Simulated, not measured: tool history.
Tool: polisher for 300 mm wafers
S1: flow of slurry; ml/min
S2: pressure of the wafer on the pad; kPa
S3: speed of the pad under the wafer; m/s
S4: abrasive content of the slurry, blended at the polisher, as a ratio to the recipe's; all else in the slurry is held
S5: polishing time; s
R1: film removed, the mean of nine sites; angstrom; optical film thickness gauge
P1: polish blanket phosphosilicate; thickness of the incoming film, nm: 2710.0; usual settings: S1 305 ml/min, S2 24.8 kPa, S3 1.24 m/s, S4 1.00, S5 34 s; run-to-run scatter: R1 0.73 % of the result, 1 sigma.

| run | hour | S1 | S2 | S3 | S4 | S5 | R1 |
|---|---|---|---|---|---|---|---|
| 1 | 8.5 | 305 | 24.8 | 1.24 | 1.00 | 34 | 4014.9 |
| 2 | 18.8 | 305 | 24.8 | 1.24 | 1.35 | 34 | 4627.1 |
| 3 | 32.7 | 305 | 24.8 | 1.24 | 1.00 | 34 | 4017.1 |
|  | 40.9 | head pressure recalibrated |
|  | 42.1 | conditioning disc replaced and pad reconditioned |
| 4 | 45.7 | 185 | 24.8 | 1.24 | 1.00 | 34 | 3746.1 |
| 5 | 58.6 | 305 | 24.8 | 1.24 | 1.00 | 34 | 4002.8 |
| 6 | 70.8 | 305 | 24.8 | 1.24 | 1.00 | 34 | 4008.1 |
| 7 | 79.2 | 305 | 24.8 | 1.58 | 1.00 | 18 | 2597.3 |
| 8 | 95.7 | 305 | 24.8 | 1.24 | 1.00 | 17 | 2006.5 |
| 9 | 108.3 | 440 | 24.8 | 1.24 | 1.00 | 34 | 4110.3 |
| 10 | 118.7 | 305 | 24.8 | 0.76 | 1.00 | 34 | 2739.7 |
| 11 | 128.2 | 305 | 24.8 | 1.24 | 0.50 | 34 | 2752.7 |
| 12 | 142.3 | 305 | 24.8 | 1.24 | 1.00 | 34 | 3986.3 |
| 13 | 157.4 | 305 | 32.4 | 1.24 | 1.00 | 34 | 5197.5 |
| 14 | 169.2 | 305 | 24.8 | 1.60 | 1.00 | 34 | 4897.1 |
| 15 | 186.3 | 305 | 13.1 | 1.24 | 1.00 | 34 | 2111.9 |
| 16 | 199.5 | 305 | 24.8 | 1.24 | 1.00 | 53 | 6193.7 |
| 17 | 212.9 | 305 | 24.8 | 1.24 | 1.00 | 34 | 4021.7 |
| 18 | 221.8 | 305 | 24.8 | 1.24 | 1.00 | 34 | 3918.7 |
| 19 | 229.8 | 305 | 24.8 | 1.24 | 1.00 | 34 | 3806.9 |
| 20 | 241.0 | 305 | 24.8 | 1.24 | 1.00 | 34 | 3633.2 |
| 21 | 253.2 | 305 | 24.8 | 1.24 | 1.00 | 34 | 3694.4 |
| 22 | 265.6 | 305 | 24.8 | 1.24 | 1.00 | 34 | 3624.4 |
|  | 267.7 | head pressure recalibrated |
| 23 | 280.4 | 305 | 24.8 | 1.24 | 1.00 | 34 | 3591.9 |
| 24 | 291.8 | 305 | 24.8 | 1.24 | 1.00 | 34 | 3578.0 |
|  | 296.5 | conditioning disc replaced and pad reconditioned |
| 25 | 300.2 | 305 | 24.8 | 1.24 | 1.00 | 34 | 3572.9 |
| 26 | 311.5 | 305 | 24.8 | 1.24 | 1.00 | 34 | 3563.6 |
| 27 | 322.6 | 305 | 24.8 | 1.24 | 1.00 | 34 | 3558.1 |
| 28 | 332.9 | 305 | 24.8 | 1.24 | 1.00 | 34 | 3524.7 |

What P1 gives has crept away from where it was. These 2 causes fit the log equally well, each at the size given:
A: abrasive missing from the slurry, % = 23.5
B: removal rate lost through wear of the pad, % = 12.3
The creep began at about hour 212.9.
Why every other cause is out:
slurry flow missing at the pad, %: at most 40, which would move R1 by -5.6 %: too little, or the wrong way
head's pressure below its setpoint, %: serviced at hour 267.7, which brought nothing back
time polished since the conditioner stopped cutting, s: serviced at hour 296.5, which brought nothing back

4 check runs are offered, each on 5 wafers whose results are averaged, their results left as question marks. Which one tells the causes apart?
| check 1 | 343.2 | 305 | 24.8 | 1.24 | 0.65 | 34 | ? |
| check 2 | 343.2 | 305 | 24.8 | 0.88 | 1.00 | 52 | ? |
| check 3 | 343.2 | 440 | 24.8 | 1.24 | 1.00 | 34 | ? |
| check 4 | 343.2 | 305 | 24.8 | 0.80 | 1.00 | 20 | ? |

What each check would give under each cause:
| check | result | if A | if B |
|---|---|---|---|
| check 1 | R1 | 2752.9 | 2830.9 |
| check 2 | R1 | 4098.5 | 4096.3 |
| check 3 | R1 | 3623.0 | 3621.0 |
| check 4 | R1 | 1460.6 | 1459.8 |
How far apart the two closest causes lie, in the result that separates them most: check 1 2.8 %; check 2 0.05 %; check 3 0.05 %; check 4 0.05 %
Only check 1 tells the causes apart: in the others they would give nearly the same result.

Check 1 was then run and gave: R1 2830.7 angstrom. Which cause is it?

It is B: removal rate lost through wear of the pad, %.
